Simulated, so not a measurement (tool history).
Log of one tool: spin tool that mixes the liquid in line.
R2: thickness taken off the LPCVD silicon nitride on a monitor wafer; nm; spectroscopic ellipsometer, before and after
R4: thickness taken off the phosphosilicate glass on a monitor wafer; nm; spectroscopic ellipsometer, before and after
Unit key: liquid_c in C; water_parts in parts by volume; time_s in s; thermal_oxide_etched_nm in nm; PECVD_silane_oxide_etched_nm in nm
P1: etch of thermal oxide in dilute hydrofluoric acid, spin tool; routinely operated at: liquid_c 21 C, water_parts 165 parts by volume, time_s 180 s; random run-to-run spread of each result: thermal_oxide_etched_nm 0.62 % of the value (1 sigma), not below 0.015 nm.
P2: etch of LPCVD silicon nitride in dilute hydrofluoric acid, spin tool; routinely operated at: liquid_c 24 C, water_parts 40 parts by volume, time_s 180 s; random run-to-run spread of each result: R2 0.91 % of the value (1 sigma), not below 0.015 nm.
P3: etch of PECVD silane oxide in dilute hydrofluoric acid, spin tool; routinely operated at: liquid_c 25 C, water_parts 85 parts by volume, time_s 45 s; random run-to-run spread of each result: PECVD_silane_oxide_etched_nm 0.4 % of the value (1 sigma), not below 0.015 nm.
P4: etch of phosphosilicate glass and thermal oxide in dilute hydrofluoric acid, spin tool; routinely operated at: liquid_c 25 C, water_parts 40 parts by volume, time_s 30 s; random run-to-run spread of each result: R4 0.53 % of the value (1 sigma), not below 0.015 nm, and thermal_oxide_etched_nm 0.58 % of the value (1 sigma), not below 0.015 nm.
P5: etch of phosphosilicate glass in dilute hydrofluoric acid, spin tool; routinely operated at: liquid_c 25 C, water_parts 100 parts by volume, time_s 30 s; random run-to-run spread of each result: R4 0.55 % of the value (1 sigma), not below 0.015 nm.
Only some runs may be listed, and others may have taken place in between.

Run 1, day 0.567: process P1, liquid_c 21 C, water_parts 165 parts by volume, time_s 180 s. Result: thermal_oxide_etched_nm 4.2863 nm.
Run 2, day 1.062: process P1, liquid_c 21 C, water_parts 165 parts by volume, time_s 180 s. Result: thermal_oxide_etched_nm 4.2538 nm.
Run 3, day 1.617: process P2, liquid_c 24 C, water_parts 40 parts by volume, time_s 15 s. Result: R2 0.15285 nm.
Run 4, day 2.083: process P1, liquid_c 29 C, water_parts 165 parts by volume, time_s 300 s. Result: thermal_oxide_etched_nm 9.6464 nm.
Run 5, day 2.512: process P3, liquid_c 25 C, water_parts 85 parts by volume, time_s 75 s. Result: PECVD_silane_oxide_etched_nm 18.706 nm.
Run 6, day 2.862: process P3, liquid_c 25 C, water_parts 120 parts by volume, time_s 45 s. Result: PECVD_silane_oxide_etched_nm 7.6385 nm.
Run 7, day 3.304: process P1, liquid_c 17 C, water_parts 165 parts by volume, time_s 180 s. Result: thermal_oxide_etched_nm 3.6568 nm.
Run 8, day 3.871: process P4, liquid_c 33 C, water_parts 40 parts by volume, time_s 30 s. Result: thermal_oxide_etched_nm 5.7632 nm, R4 70.001 nm.
Run 9, day 4.171: process P4, liquid_c 25 C, water_parts 40 parts by volume, time_s 30 s. Result: thermal_oxide_etched_nm 4.1424 nm, R4 50.497 nm.
Run 10, day 4.458: process P2, liquid_c 31.5 C, water_parts 40 parts by volume, time_s 180 s. Result: R2 3.7111 nm.
Run 11, day 4.883: process P1, liquid_c 21 C, water_parts 165 parts by volume, time_s 95 s. Result: thermal_oxide_etched_nm 2.2424 nm.
Run 12, day 5.308: process P3, liquid_c 25 C, water_parts 85 parts by volume, time_s 45 s. Result: PECVD_silane_oxide_etched_nm 11.191 nm.
Run 13, day 5.621: process P1, liquid_c 21 C, water_parts 165 parts by volume, time_s 305 s. Result: thermal_oxide_etched_nm 7.2651 nm.
Run 14, day 5.912: process P1, liquid_c 21 C, water_parts 165 parts by volume, time_s 180 s. Result: thermal_oxide_etched_nm 4.2787 nm.
Run 15, day 6.321: process P1, liquid_c 21 C, water_parts 165 parts by volume, time_s 180 s. Result: thermal_oxide_etched_nm 4.3054 nm.
Run 16, day 6.925: process P1, liquid_c 21 C, water_parts 165 parts by volume, time_s 180 s. Result: thermal_oxide_etched_nm 4.3206 nm.
Run 17, day 7.196: process P1, liquid_c 21 C, water_parts 165 parts by volume, time_s 180 s. Result: thermal_oxide_etched_nm 4.3348 nm.
Run 18, day 7.492: process P5, liquid_c 25 C, water_parts 100 parts by volume, time_s 30 s. Result: R4 48.615 nm.
Run 19, day 8.054: process P5, liquid_c 25 C, water_parts 175 parts by volume, time_s 30 s. Result: R4 25.637 nm.
Run 20, day 8.488: process P1, liquid_c 21 C, water_parts 295 parts by volume, time_s 180 s. Result: thermal_oxide_etched_nm 2.1092 nm.
Run 21, day 8.908: process P4, liquid_c 25 C, water_parts 40 parts by volume, time_s 15 s. Result: thermal_oxide_etched_nm 2.0706 nm, R4 25.581 nm.
Run 22, day 9.238: process P5, liquid_c 25 C, water_parts 100 parts by volume, time_s 30 s. Result: R4 48.954 nm.
Run 23, day 9.792: process P4, liquid_c 25 C, water_parts 65 parts by volume, time_s 30 s. Result: thermal_oxide_etched_nm 2.4652 nm, R4 30.026 nm.
Run 24, day 10.371: process P4, liquid_c 25 C, water_parts 40 parts by volume, time_s 30 s. Result: thermal_oxide_etched_nm 4.2381 nm, R4 51.223 nm.
Run 25, day 10.808: process P3, liquid_c 32.5 C, water_parts 85 parts by volume, time_s 45 s. Result: PECVD_silane_oxide_etched_nm 14.998 nm.
Run 26, day 11.312: process P1, liquid_c 26.5 C, water_parts 165 parts by volume, time_s 180 s. Result: thermal_oxide_etched_nm 5.2694 nm.
Run 27, day 11.621: process P2, liquid_c 24 C, water_parts 70 parts by volume, time_s 180 s. Result: R2 1.2946 nm.
Run 28, day 12.083: process P5, liquid_c 28.5 C, water_parts 100 parts by volume, time_s 30 s. Result: R4 55.935 nm.
Run 29, day 12.358: process P1, liquid_c 21 C, water_parts 100 parts by volume, time_s 180 s. Result: thermal_oxide_etched_nm 7.5249 nm.
Run 30, day 12.783: process P2, liquid_c 24 C, water_parts 40 parts by volume, time_s 180 s. Result: R2 2.1976 nm.
Run 31, day 13.358: process P5, liquid_c 25 C, water_parts 100 parts by volume, time_s 15 s. Result: R4 24.101 nm.
Run 32, day 13.662: process P1, liquid_c 21 C, water_parts 165 parts by volume, time_s 180 s. Result: thermal_oxide_etched_nm 4.2645 nm.
Run 33, day 14.208: process P1, liquid_c 21 C, water_parts 165 parts by volume, time_s 180 s. Result: thermal_oxide_etched_nm 4.3931 nm.
Run 34, day 14.704: process P1, liquid_c 21 C, water_parts 165 parts by volume, time_s 180 s. Result: thermal_oxide_etched_nm 4.4641 nm.
Run 35, day 15.254: process P1, liquid_c 21 C, water_parts 165 parts by volume, time_s 180 s. Result: thermal_oxide_etched_nm 4.571 nm.
Run 36, day 15.525: process P1, liquid_c 21 C, water_parts 165 parts by volume, time_s 180 s. Result: thermal_oxide_etched_nm 4.5863 nm.
Run 37, day 15.875: process P1, liquid_c 21 C, water_parts 165 parts by volume, time_s 180 s. Result: thermal_oxide_etched_nm 4.6019 nm.
Run 38, day 16.483: process P1, liquid_c 21 C, water_parts 165 parts by volume, time_s 180 s. Result: thermal_oxide_etched_nm 4.6169 nm.
Run 39, day 16.896: process P1, liquid_c 21 C, water_parts 165 parts by volume, time_s 180 s. Result: thermal_oxide_etched_nm 4.6232 nm.
Run 40, day 17.471: process P1, liquid_c 21 C, water_parts 165 parts by volume, time_s 180 s. Result: thermal_oxide_etched_nm 4.6461 nm.
Run 41, day 18.071: process P1, liquid_c 21 C, water_parts 165 parts by volume, time_s 180 s. Result: thermal_oxide_etched_nm 4.6237 nm.
Run 42, day 18.642: process P1, liquid_c 21 C, water_parts 165 parts by volume, time_s 180 s. Result: thermal_oxide_etched_nm 4.6461 nm.

The output of P1 has drifted from where it used to be. Each of the 2 causes below, taken at the size shown beside it, accounts for the log equally well:
A: hydrofluoric acid flow above the setpoint (%) = 7.71
B: liquid hotter than its thermometer reads (K) = 2.25
The gradual shift began around day 13.662.

You are offered 4 check runs, listed below with question marks in place of their results; each one averages 5 wafers. Which run separates the listed causes by giving clearly different results for each?
Run check 1, day 19.212: process P3, liquid_c 29 C, water_parts 85 parts by volume, time_s 75 s. Result: PECVD_silane_oxide_etched_nm ?.
Run check 2, day 19.212: process P2, liquid_c 27 C, water_parts 40 parts by volume, time_s 50 s. Result: R2 ?.
Run check 3, day 19.212: process P5, liquid_c 28.5 C, water_parts 100 parts by volume, time_s 15 s. Result: R4 ?.
Run check 4, day 19.212: process P4, liquid_c 33 C, water_parts 60 parts by volume, time_s 30 s. Result: thermal_oxide_etched_nm ?, R4 ?.

How each check would come out, cause by cause:
  check                        result    if A     if B
check 1  PECVD_silane_oxide_etched_nm  23.756   23.816
check 2                            R2  0.8263  0.89107
check 3                            R4  30.502   30.518
check 4       thermal_oxide_etched_nm  4.0109   4.0243
check 4                            R4  48.816   48.979
Per check, the gap between the least separated pair of causes, taken in the result that splits them most: check 1 0.25 %; check 2 7.55 %; check 3 0.05 %; check 4 0.33 %
Check 2 is the one run that separates the causes; every other check would come out nearly the same whichever cause is at work.

Check 2 was carried out, with these results: R2 0.82965 nm. Which of the listed causes is responsible?

A is the cause: hydrofluoric acid flow above the setpoint (%).
